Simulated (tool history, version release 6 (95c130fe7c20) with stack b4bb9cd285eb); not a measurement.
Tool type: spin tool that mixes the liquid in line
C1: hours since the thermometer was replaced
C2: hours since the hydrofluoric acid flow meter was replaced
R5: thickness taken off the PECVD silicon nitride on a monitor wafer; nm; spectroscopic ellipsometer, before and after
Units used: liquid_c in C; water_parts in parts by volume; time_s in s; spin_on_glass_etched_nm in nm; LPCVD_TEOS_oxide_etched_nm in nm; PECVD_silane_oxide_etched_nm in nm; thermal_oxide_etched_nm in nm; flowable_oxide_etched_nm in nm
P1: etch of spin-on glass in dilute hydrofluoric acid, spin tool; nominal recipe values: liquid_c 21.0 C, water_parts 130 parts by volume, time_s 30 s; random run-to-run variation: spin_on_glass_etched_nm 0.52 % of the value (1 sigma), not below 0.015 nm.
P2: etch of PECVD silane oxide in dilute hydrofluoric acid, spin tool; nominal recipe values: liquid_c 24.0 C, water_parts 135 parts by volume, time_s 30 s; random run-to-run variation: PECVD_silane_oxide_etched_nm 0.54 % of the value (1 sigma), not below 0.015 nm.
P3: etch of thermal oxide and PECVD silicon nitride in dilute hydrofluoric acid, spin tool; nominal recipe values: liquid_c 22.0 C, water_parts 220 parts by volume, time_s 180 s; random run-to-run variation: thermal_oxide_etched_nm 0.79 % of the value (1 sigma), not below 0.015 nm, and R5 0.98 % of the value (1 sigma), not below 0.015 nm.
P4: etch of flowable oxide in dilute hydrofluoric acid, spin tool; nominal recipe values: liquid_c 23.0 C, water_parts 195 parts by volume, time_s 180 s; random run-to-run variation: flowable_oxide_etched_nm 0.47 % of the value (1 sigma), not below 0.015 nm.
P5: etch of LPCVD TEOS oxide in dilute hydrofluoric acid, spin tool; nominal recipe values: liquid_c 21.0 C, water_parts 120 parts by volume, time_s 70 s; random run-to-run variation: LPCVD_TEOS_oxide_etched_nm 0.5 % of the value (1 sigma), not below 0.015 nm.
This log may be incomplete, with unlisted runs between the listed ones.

{"run": 1, "hour": 10.8, "process": "P1", "liquid_c": 21.0, "water_parts": 130, "time_s": 30, "C1": 1021.0, "C2": 1219.1, "spin_on_glass_etched_nm": 6.2785}
{"run": 2, "hour": 17.6, "process": "P5", "liquid_c": 28.0, "water_parts": 120, "time_s": 70, "C1": 1027.8, "C2": 1225.9, "LPCVD_TEOS_oxide_etched_nm": 11.253}
{"run": 3, "hour": 26.9, "process": "P2", "liquid_c": 24.0, "water_parts": 135, "time_s": 30, "C1": 1037.1, "C2": 1235.2, "PECVD_silane_oxide_etched_nm": 6.1944}
{"run": 4, "hour": 37.6, "process": "P3", "liquid_c": 22.0, "water_parts": 220, "time_s": 315, "C1": 1047.8, "C2": 1245.9, "thermal_oxide_etched_nm": 5.6618, "R5": 3.6734}
{"run": 5, "hour": 47.5, "process": "P2", "liquid_c": 24.0, "water_parts": 55, "time_s": 30, "C1": 1057.7, "C2": 1255.8, "PECVD_silane_oxide_etched_nm": 17.147}
{"run": 6, "hour": 57.7, "process": "P2", "liquid_c": 29.0, "water_parts": 135, "time_s": 30, "C1": 1067.9, "C2": 1266.0, "PECVD_silane_oxide_etched_nm": 7.5457}
{"run": 7, "hour": 68.6, "process": "P4", "liquid_c": 23.0, "water_parts": 195, "time_s": 180, "C1": 1078.8, "C2": 1276.9, "flowable_oxide_etched_nm": 36.768}
{"run": 8, "hour": 77.6, "process": "P1", "liquid_c": 21.0, "water_parts": 130, "time_s": 15, "C1": 1087.8, "C2": 1285.9, "spin_on_glass_etched_nm": 3.1186}
{"run": 9, "hour": 85.7, "process": "P1", "liquid_c": 21.0, "water_parts": 130, "time_s": 50, "C1": 1095.9, "C2": 1294.0, "spin_on_glass_etched_nm": 10.355}
{"run": 10, "hour": 97.9, "process": "P1", "liquid_c": 21.0, "water_parts": 130, "time_s": 30, "C1": 1108.1, "C2": 1306.2, "spin_on_glass_etched_nm": 6.253}
{"run": 11, "hour": 104.6, "process": "P1", "liquid_c": 21.0, "water_parts": 130, "time_s": 30, "C1": 1114.8, "C2": 1312.9, "spin_on_glass_etched_nm": 6.2121}
{"run": 12, "hour": 117.0, "process": "P4", "liquid_c": 23.0, "water_parts": 115, "time_s": 180, "C1": 1127.2, "C2": 1325.3, "flowable_oxide_etched_nm": 69.014}
{"run": 13, "hour": 125.4, "process": "P3", "liquid_c": 17.0, "water_parts": 220, "time_s": 180, "C1": 1135.6, "C2": 1333.7, "thermal_oxide_etched_nm": 2.6311, "R5": 1.4817}
{"run": 14, "hour": 131.7, "process": "P5", "liquid_c": 21.0, "water_parts": 120, "time_s": 70, "C1": 1141.9, "C2": 1340.0, "LPCVD_TEOS_oxide_etched_nm": 8.5738}
{"run": 15, "hour": 141.9, "process": "P4", "liquid_c": 23.0, "water_parts": 195, "time_s": 180, "C1": 1152.1, "C2": 1350.2, "flowable_oxide_etched_nm": 36.935}
{"run": 16, "hour": 152.4, "process": "P2", "liquid_c": 24.0, "water_parts": 135, "time_s": 55, "C1": 1162.6, "C2": 1360.7, "PECVD_silane_oxide_etched_nm": 11.542}
{"run": 17, "hour": 165.5, "process": "P1", "liquid_c": 17.0, "water_parts": 130, "time_s": 30, "C1": 1175.7, "C2": 1373.8, "spin_on_glass_etched_nm": 5.3268}
{"run": 18, "hour": 174.9, "process": "P4", "liquid_c": 17.0, "water_parts": 195, "time_s": 180, "C1": 1185.1, "C2": 1383.2, "flowable_oxide_etched_nm": 29.455}
{"run": 19, "hour": 184.0, "process": "P1", "liquid_c": 21.0, "water_parts": 130, "time_s": 30, "C1": 1194.2, "C2": 1392.3, "spin_on_glass_etched_nm": 6.2763}
{"run": 20, "hour": 190.9, "process": "P1", "liquid_c": 21.0, "water_parts": 225, "time_s": 30, "C1": 1201.1, "C2": 1399.2, "spin_on_glass_etched_nm": 3.2945}
{"run": 21, "hour": 197.9, "process": "P1", "liquid_c": 29.5, "water_parts": 130, "time_s": 30, "C1": 1208.1, "C2": 1406.2, "spin_on_glass_etched_nm": 8.6729}
{"run": 22, "hour": 203.8, "process": "P5", "liquid_c": 21.0, "water_parts": 120, "time_s": 115, "C1": 1214.0, "C2": 1412.1, "LPCVD_TEOS_oxide_etched_nm": 14.201}
{"run": 23, "hour": 212.2, "process": "P3", "liquid_c": 22.0, "water_parts": 340, "time_s": 180, "C1": 1222.4, "C2": 1420.5, "thermal_oxide_etched_nm": 1.8448, "R5": 1.3451}
{"run": 24, "hour": 223.4, "process": "P1", "liquid_c": 21.0, "water_parts": 65, "time_s": 30, "C1": 1233.6, "C2": 1431.7, "spin_on_glass_etched_nm": 13.486}
{"run": 25, "hour": 235.2, "process": "P3", "liquid_c": 22.0, "water_parts": 220, "time_s": 180, "C1": 1245.4, "C2": 1443.5, "thermal_oxide_etched_nm": 3.2181, "R5": 2.1085}
{"run": 26, "hour": 247.9, "process": "P1", "liquid_c": 21.0, "water_parts": 130, "time_s": 30, "C1": 1258.1, "C2": 1456.2, "spin_on_glass_etched_nm": 6.2725}
{"run": 27, "hour": 260.2, "process": "P5", "liquid_c": 21.0, "water_parts": 40, "time_s": 70, "C1": 1270.4, "C2": 1468.5, "LPCVD_TEOS_oxide_etched_nm": 28.443}
{"run": 28, "hour": 267.0, "process": "P4", "liquid_c": 23.0, "water_parts": 195, "time_s": 290, "C1": 1277.2, "C2": 1475.3, "flowable_oxide_etched_nm": 59.465}
{"hour": 269.2, "done": "thermometer replaced"}
{"run": 29, "hour": 274.8, "process": "P3", "liquid_c": 22.0, "water_parts": 220, "time_s": 180, "C1": 5.7, "C2": 1483.1, "thermal_oxide_etched_nm": 3.1993, "R5": 2.0256}
{"run": 30, "hour": 286.3, "process": "P1", "liquid_c": 17.0, "water_parts": 90, "time_s": 30, "C1": 17.2, "C2": 1494.6, "spin_on_glass_etched_nm": 7.9978}
{"run": 31, "hour": 299.7, "process": "P1", "liquid_c": 21.0, "water_parts": 130, "time_s": 30, "C1": 30.6, "C2": 1508.0, "spin_on_glass_etched_nm": 6.1999}
{"run": 32, "hour": 312.3, "process": "P1", "liquid_c": 21.0, "water_parts": 130, "time_s": 30, "C1": 43.2, "C2": 1520.6, "spin_on_glass_etched_nm": 6.0214}
{"run": 33, "hour": 318.2, "process": "P1", "liquid_c": 21.0, "water_parts": 130, "time_s": 30, "C1": 49.1, "C2": 1526.5, "spin_on_glass_etched_nm": 5.9172}
{"run": 34, "hour": 325.0, "process": "P1", "liquid_c": 21.0, "water_parts": 130, "time_s": 30, "C1": 55.9, "C2": 1533.3, "spin_on_glass_etched_nm": 5.8534}
{"run": 35, "hour": 334.4, "process": "P1", "liquid_c": 21.0, "water_parts": 130, "time_s": 30, "C1": 65.3, "C2": 1542.7, "spin_on_glass_etched_nm": 5.7755}
{"run": 36, "hour": 342.2, "process": "P1", "liquid_c": 21.0, "water_parts": 130, "time_s": 30, "C1": 73.1, "C2": 1550.5, "spin_on_glass_etched_nm": 5.781}
{"run": 37, "hour": 351.2, "process": "P1", "liquid_c": 21.0, "water_parts": 130, "time_s": 30, "C1": 82.1, "C2": 1559.5, "spin_on_glass_etched_nm": 5.7336}
{"run": 38, "hour": 360.5, "process": "P1", "liquid_c": 21.0, "water_parts": 130, "time_s": 30, "C1": 91.4, "C2": 1568.8, "spin_on_glass_etched_nm": 5.689}
{"run": 39, "hour": 371.4, "process": "P1", "liquid_c": 21.0, "water_parts": 130, "time_s": 30, "C1": 102.3, "C2": 1579.7, "spin_on_glass_etched_nm": 5.6533}
{"run": 40, "hour": 382.2, "process": "P1", "liquid_c": 21.0, "water_parts": 130, "time_s": 30, "C1": 113.1, "C2": 1590.5, "spin_on_glass_etched_nm": 5.6892}

Something has made what P1 gives creep away from where it was; the 2 causes below, each at its own stated size, fit the log equally well:
A: hydrofluoric acid flow below the setpoint (%) = 7.74
B: liquid colder than its thermometer reads (K) = 2.3
The creep began at about hour 299.7.

4 check runs are offered, each on 2 wafers whose results are averaged, their results left as question marks. Which one tells the causes apart?
{"run": "check 1", "hour": 393.0, "process": "P2", "liquid_c": 24.0, "water_parts": 135, "time_s": 45, "PECVD_silane_oxide_etched_nm": "?"}
{"run": "check 2", "hour": 393.0, "process": "P3", "liquid_c": 18.5, "water_parts": 220, "time_s": 180, "thermal_oxide_etched_nm": "?", "R5": "?"}
{"run": "check 3", "hour": 393.0, "process": "P5", "liquid_c": 26.5, "water_parts": 120, "time_s": 70, "LPCVD_TEOS_oxide_etched_nm": "?"}
{"run": "check 4", "hour": 393.0, "process": "P4", "liquid_c": 17.0, "water_parts": 195, "time_s": 270, "flowable_oxide_etched_nm": "?"}

Check results expected under each cause:
check=check_1 result=PECVD_silane_oxide_etched_nm if_A=8.5860 if_B=8.6191
check=check_2 result=thermal_oxide_etched_nm if_A=2.5375 if_B=2.5557
check=check_2 result=R5 if_A=1.5178 if_B=1.4066
check=check_3 result=LPCVD_TEOS_oxide_etched_nm if_A=9.6854 if_B=9.7296
check=check_4 result=flowable_oxide_etched_nm if_A=40.053 if_B=40.149
How far apart the two closest causes lie, in the result that separates them most: check 1 0.38 %; check 2 7.61 %; check 3 0.46 %; check 4 0.24 %
Check 2 is the one run that separates the causes; every other check would come out nearly the same whichever cause is at work.

The results of check 2 are: thermal_oxide_etched_nm 2.5491 nm; R5 1.5154 nm. Based on these, which of the listed causes is it?

It was cause A: hydrofluoric acid flow below the setpoint (%).

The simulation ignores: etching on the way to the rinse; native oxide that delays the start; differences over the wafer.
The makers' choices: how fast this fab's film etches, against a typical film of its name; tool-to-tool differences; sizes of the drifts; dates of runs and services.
